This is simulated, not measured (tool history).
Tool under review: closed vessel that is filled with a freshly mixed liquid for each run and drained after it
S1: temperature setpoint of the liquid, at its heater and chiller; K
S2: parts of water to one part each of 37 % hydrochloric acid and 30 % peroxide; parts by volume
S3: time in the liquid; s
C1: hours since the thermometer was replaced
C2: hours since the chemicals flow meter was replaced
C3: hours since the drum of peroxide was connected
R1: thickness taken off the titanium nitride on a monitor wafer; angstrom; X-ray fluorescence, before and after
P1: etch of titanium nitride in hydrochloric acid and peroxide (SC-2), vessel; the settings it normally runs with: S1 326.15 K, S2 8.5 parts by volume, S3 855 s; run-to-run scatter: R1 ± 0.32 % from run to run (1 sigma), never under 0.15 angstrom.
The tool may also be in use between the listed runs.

run 1 hour=5.2 | S1=326.15 S2=8.5 S3=855 | C1=920.6 C2=811.4 C3=440.2 | R1=544.430
run 2 hour=7.9 | S1=337.65 S2=4.0 S3=855 | C1=923.3 C2=814.1 C3=442.9 | R1=1982.200
run 3 hour=11.8 | S1=326.15 S2=13.5 S3=255 | C1=927.2 C2=818.0 C3=446.8 | R1=109.910
run 4 hour=15.1 | S1=326.15 S2=8.5 S3=855 | C1=930.5 C2=821.3 C3=450.1 | R1=542.260
run 5 hour=18.9 | S1=334.65 S2=8.5 S3=855 | C1=934.3 C2=825.1 C3=453.9 | R1=939.730
run 6 hour=22.5 | S1=326.15 S2=8.5 S3=855 | C1=937.9 C2=828.7 C3=457.5 | R1=542.740
run 7 hour=25.4 | S1=326.15 S2=12.0 S3=855 | C1=940.8 C2=831.6 C3=460.4 | R1=407.660
run 8 hour=28.4 | S1=317.15 S2=8.5 S3=855 | C1=943.8 C2=834.6 C3=463.4 | R1=297.830
run 9 hour=31.2 | S1=326.15 S2=8.5 S3=855 | C1=946.6 C2=837.4 C3=466.2 | R1=545.540
run 10 hour=36.8 | S1=326.15 S2=8.5 S3=1675 | C1=952.2 C2=843.0 C3=471.8 | R1=1072.000
run 11 hour=40.6 | S1=326.15 S2=8.5 S3=855 | C1=956.0 C2=846.8 C3=475.6 | R1=546.540
run 12 hour=45.1 | S1=326.15 S2=8.5 S3=145 | C1=960.5 C2=851.3 C3=480.1 | R1=92.729
run 13 hour=49.4 | S1=326.15 S2=4.0 S3=855 | C1=964.8 C2=855.6 C3=484.4 | R1=955.720
run 14 hour=55.2 | S1=317.15 S2=14.0 S3=855 | C1=970.6 C2=861.4 C3=490.2 | R1=195.710
run 15 hour=60.4 | S1=326.15 S2=8.5 S3=855 | C1=975.8 C2=866.6 C3=495.4 | R1=543.310
run 16 hour=64.8 | S1=326.15 S2=8.5 S3=855 | C1=980.2 C2=871.0 C3=499.8 | R1=545.820
run 17 hour=68.2 | S1=326.15 S2=8.5 S3=855 | C1=983.6 C2=874.4 C3=503.2 | R1=556.340
run 18 hour=71.3 | S1=326.15 S2=8.5 S3=855 | C1=986.7 C2=877.5 C3=506.3 | R1=569.570
run 19 hour=75.3 | S1=326.15 S2=8.5 S3=855 | C1=990.7 C2=881.5 C3=510.3 | R1=573.690
run 20 hour=80.1 | S1=326.15 S2=8.5 S3=855 | C1=995.5 C2=886.3 C3=515.1 | R1=585.970
run 21 hour=85.8 | S1=326.15 S2=8.5 S3=855 | C1=1001.2 C2=892.0 C3=520.8 | R1=589.060
run 22 hour=91.7 | S1=326.15 S2=8.5 S3=855 | C1=1007.1 C2=897.9 C3=526.7 | R1=592.890
run 23 hour=95.1 | S1=326.15 S2=8.5 S3=855 | C1=1010.5 C2=901.3 C3=530.1 | R1=592.900
run 24 hour=100.1 | S1=326.15 S2=8.5 S3=855 | C1=1015.5 C2=906.3 C3=535.1 | R1=594.950
run 25 hour=104.8 | S1=326.15 S2=8.5 S3=855 | C1=1020.2 C2=911.0 C3=539.8 | R1=594.990

The log shows P1 creeping away from where it was. Any of the 2 causes listed here, at the size stated for it, fits the log just as well as the others:
A: liquid hotter than its thermometer reads (K) = 1.31
B: chemicals flow above the setpoint (%) = 11.2
Creep in the process output first set in at about hour 64.8.
Other possible causes, and why each is ruled out:
peroxide weaker than its label (%): limited to 8, which would change R1 by -7.3 %, either short of the creep or opposite in sign

Of the 4 check runs below, each run on 2 wafers with the results averaged and each result still a question mark, which one would tell the listed causes apart?
run check 1 hour=109.5 | S1=333.15 S2=8.5 S3=855 | R1=?
run check 2 hour=109.5 | S1=317.15 S2=4.0 S3=855 | R1=?
run check 3 hour=109.5 | S1=326.15 S2=8.5 S3=1385 | R1=?
run check 4 hour=109.5 | S1=319.65 S2=8.5 S3=855 | R1=?

If the cause were each of the candidates in turn, the checks would give the following:
check=check_1 result=R1 if_A=926.320 if_B=929.270
check=check_2 result=R1 if_A=569.590 if_B=557.870
check=check_3 result=R1 if_A=961.560 if_B=961.210
check=check_4 result=R1 if_A=385.910 if_B=384.420
Minimum pairwise separation of causes per check, each pair taken at its best-separating result: check 1 0.32 %; check 2 2.08 %; check 3 0.04 %; check 4 0.39 %
Check 2 is the one run that separates the causes; every other check would come out nearly the same whichever cause is at work.

Here is what check 2 returned: R1 571.280 angstrom. Which cause is it?

A is the cause: liquid hotter than its thermometer reads (K).
